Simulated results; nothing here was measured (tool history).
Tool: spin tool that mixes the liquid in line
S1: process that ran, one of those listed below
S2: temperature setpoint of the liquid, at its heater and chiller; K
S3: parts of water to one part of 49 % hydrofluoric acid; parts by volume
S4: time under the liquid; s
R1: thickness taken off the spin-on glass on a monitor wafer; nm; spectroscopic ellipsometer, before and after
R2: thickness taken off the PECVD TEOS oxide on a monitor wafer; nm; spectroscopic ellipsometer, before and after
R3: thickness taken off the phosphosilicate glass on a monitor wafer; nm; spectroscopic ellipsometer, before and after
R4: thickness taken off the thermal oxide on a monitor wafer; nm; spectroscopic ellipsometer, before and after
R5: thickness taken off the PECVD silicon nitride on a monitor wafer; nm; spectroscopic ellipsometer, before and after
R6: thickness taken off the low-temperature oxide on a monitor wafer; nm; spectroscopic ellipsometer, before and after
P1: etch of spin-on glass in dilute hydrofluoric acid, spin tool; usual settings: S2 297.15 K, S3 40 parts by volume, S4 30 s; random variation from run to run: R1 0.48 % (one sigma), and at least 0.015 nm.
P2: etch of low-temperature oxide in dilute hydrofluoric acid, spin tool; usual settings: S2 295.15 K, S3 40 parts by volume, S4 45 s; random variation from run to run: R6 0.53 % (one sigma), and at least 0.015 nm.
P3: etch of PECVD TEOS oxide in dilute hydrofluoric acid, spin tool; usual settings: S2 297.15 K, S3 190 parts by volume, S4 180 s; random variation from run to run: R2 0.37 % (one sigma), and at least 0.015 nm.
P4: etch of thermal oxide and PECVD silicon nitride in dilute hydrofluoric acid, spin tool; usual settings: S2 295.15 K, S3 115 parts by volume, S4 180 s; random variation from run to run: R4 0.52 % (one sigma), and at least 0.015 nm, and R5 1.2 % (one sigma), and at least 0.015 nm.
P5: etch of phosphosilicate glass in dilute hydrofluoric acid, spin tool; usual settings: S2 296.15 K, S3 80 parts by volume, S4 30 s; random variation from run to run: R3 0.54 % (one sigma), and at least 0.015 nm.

{"run": 1, "hour": 14.6, "S1": "P1", "S2": 297.15, "S3": 40, "S4": 30, "R1": 37.293}
{"run": 2, "hour": 24.8, "S1": "P3", "S2": 297.15, "S3": 190, "S4": 330, "R2": 44.201}
{"run": 3, "hour": 36.5, "S1": "P1", "S2": 297.15, "S3": 40, "S4": 30, "R1": 37.301}
{"run": 4, "hour": 51.6, "S1": "P1", "S2": 297.15, "S3": 40, "S4": 15, "R1": 18.541}
{"run": 5, "hour": 66.4, "S1": "P5", "S2": 296.15, "S3": 80, "S4": 30, "R3": 38.876}
{"run": 6, "hour": 78.3, "S1": "P4", "S2": 295.15, "S3": 115, "S4": 180, "R4": 6.4771, "R5": 2.3404}
{"run": 7, "hour": 85.7, "S1": "P1", "S2": 297.15, "S3": 20, "S4": 15, "R1": 38.382}
{"run": 8, "hour": 97.7, "S1": "P3", "S2": 304.15, "S3": 190, "S4": 180, "R2": 31.179}
{"run": 9, "hour": 108.9, "S1": "P2", "S2": 295.15, "S3": 40, "S4": 85, "R6": 27.383}
{"run": 10, "hour": 121.6, "S1": "P2", "S2": 295.15, "S3": 40, "S4": 45, "R6": 14.64}
{"run": 11, "hour": 128.9, "S1": "P1", "S2": 297.15, "S3": 40, "S4": 30, "R1": 37.202}
{"hour": 131.2, "done": "thermometer replaced"}
{"run": 12, "hour": 140.3, "S1": "P1", "S2": 297.15, "S3": 40, "S4": 30, "R1": 36.98}
{"run": 13, "hour": 154.1, "S1": "P1", "S2": 290.15, "S3": 40, "S4": 30, "R1": 27.676}
{"run": 14, "hour": 171.0, "S1": "P4", "S2": 295.15, "S3": 205, "S4": 180, "R4": 3.3351, "R5": 1.3657}
{"run": 15, "hour": 185.8, "S1": "P1", "S2": 297.15, "S3": 40, "S4": 30, "R1": 36.977}
{"run": 16, "hour": 196.6, "S1": "P1", "S2": 304.15, "S3": 40, "S4": 30, "R1": 49.479}
{"run": 17, "hour": 206.1, "S1": "P4", "S2": 295.15, "S3": 115, "S4": 325, "R4": 11.904, "R5": 4.2917}
{"run": 18, "hour": 218.7, "S1": "P1", "S2": 292.15, "S3": 20, "S4": 30, "R1": 61.585}
{"run": 19, "hour": 229.2, "S1": "P5", "S2": 290.15, "S3": 80, "S4": 30, "R3": 29.86}
{"run": 20, "hour": 244.6, "S1": "P1", "S2": 297.15, "S3": 40, "S4": 50, "R1": 62.242}
{"run": 21, "hour": 258.2, "S1": "P3", "S2": 297.15, "S3": 190, "S4": 180, "R2": 24.083}
{"run": 22, "hour": 274.2, "S1": "P1", "S2": 297.15, "S3": 40, "S4": 30, "R1": 37.07}
{"run": 23, "hour": 282.0, "S1": "P2", "S2": 290.15, "S3": 40, "S4": 45, "R6": 11.709}
{"run": 24, "hour": 298.1, "S1": "P5", "S2": 296.15, "S3": 140, "S4": 30, "R3": 20.603}
{"run": 25, "hour": 305.8, "S1": "P5", "S2": 296.15, "S3": 80, "S4": 30, "R3": 38.612}
{"run": 26, "hour": 319.1, "S1": "P5", "S2": 296.15, "S3": 80, "S4": 55, "R3": 71.439}
{"run": 27, "hour": 327.3, "S1": "P2", "S2": 295.15, "S3": 40, "S4": 45, "R6": 14.606}
{"run": 28, "hour": 335.2, "S1": "P1", "S2": 297.15, "S3": 20, "S4": 30, "R1": 76.711}
{"run": 29, "hour": 347.2, "S1": "P2", "S2": 295.15, "S3": 20, "S4": 45, "R6": 29.6}
{"run": 30, "hour": 359.5, "S1": "P4", "S2": 300.65, "S3": 115, "S4": 180, "R4": 8.1948, "R5": 3.4199}
{"run": 31, "hour": 372.0, "S1": "P1", "S2": 297.15, "S3": 40, "S4": 30, "R1": 37.437}
{"run": 32, "hour": 386.7, "S1": "P1", "S2": 297.15, "S3": 60, "S4": 30, "R1": 24.135}
{"run": 33, "hour": 397.7, "S1": "P3", "S2": 297.15, "S3": 190, "S4": 180, "R2": 24.061}
{"run": 34, "hour": 414.5, "S1": "P3", "S2": 297.15, "S3": 30, "S4": 180, "R2": 186.56}
{"run": 35, "hour": 430.2, "S1": "P1", "S2": 297.15, "S3": 40, "S4": 30, "R1": 37.26}
{"run": 36, "hour": 440.7, "S1": "P1", "S2": 297.15, "S3": 40, "S4": 30, "R1": 38.442}
{"run": 37, "hour": 449.7, "S1": "P1", "S2": 297.15, "S3": 40, "S4": 30, "R1": 38.791}
{"run": 38, "hour": 459.8, "S1": "P1", "S2": 297.15, "S3": 40, "S4": 30, "R1": 39.55}
{"run": 39, "hour": 475.4, "S1": "P1", "S2": 297.15, "S3": 40, "S4": 30, "R1": 40.118}
{"run": 40, "hour": 491.8, "S1": "P1", "S2": 297.15, "S3": 40, "S4": 30, "R1": 40.509}
{"run": 41, "hour": 504.0, "S1": "P1", "S2": 297.15, "S3": 40, "S4": 30, "R1": 40.785}
{"run": 42, "hour": 512.1, "S1": "P1", "S2": 297.15, "S3": 40, "S4": 30, "R1": 40.547}
{"run": 43, "hour": 522.4, "S1": "P1", "S2": 297.15, "S3": 40, "S4": 30, "R1": 40.858}
{"run": 44, "hour": 531.4, "S1": "P1", "S2": 297.15, "S3": 40, "S4": 30, "R1": 40.744}

What P1 gives has crept away from where it was. These 2 causes fit the log equally well, each at the size given:
A: hydrofluoric acid flow above the setpoint (%) = 8.89
B: liquid hotter than its thermometer reads (K) = 2.18
The creep began at about hour 430.2.

4 check runs are offered, each on 3 wafers whose results are averaged, their results left as question marks. Which one tells the causes apart?
{"run": "check 1", "hour": 540.4, "S1": "P3", "S2": 297.15, "S3": 40, "S4": 180, "R2": "?"}
{"run": "check 2", "hour": 540.4, "S1": "P4", "S2": 299.65, "S3": 115, "S4": 180, "R4": "?", "R5": "?"}
{"run": "check 3", "hour": 540.4, "S1": "P2", "S2": 290.65, "S3": 40, "S4": 45, "R6": "?"}
{"run": "check 4", "hour": 540.4, "S1": "P5", "S2": 291.65, "S3": 115, "S4": 30, "R3": "?"}

What each check would give under each cause:
check=check_1 result=R2 if_A=150.34 if_B=150.35
check=check_2 result=R4 if_A=8.621 if_B=8.4957
check=check_2 result=R5 if_A=3.4477 if_B=3.6379
check=check_3 result=R6 if_A=13.096 if_B=13.165
check=check_4 result=R3 if_A=23.647 if_B=23.502
How far apart the two closest causes lie, in the result that separates them most: check 1 0 %; check 2 5.37 %; check 3 0.53 %; check 4 0.61 %
Only check 2 tells the causes apart: in the others they would give nearly the same result.

Then check 2 was run and gave: R4 8.5492 nm; R5 3.6517 nm. Which cause is it?

It is B: liquid hotter than its thermometer reads (K).

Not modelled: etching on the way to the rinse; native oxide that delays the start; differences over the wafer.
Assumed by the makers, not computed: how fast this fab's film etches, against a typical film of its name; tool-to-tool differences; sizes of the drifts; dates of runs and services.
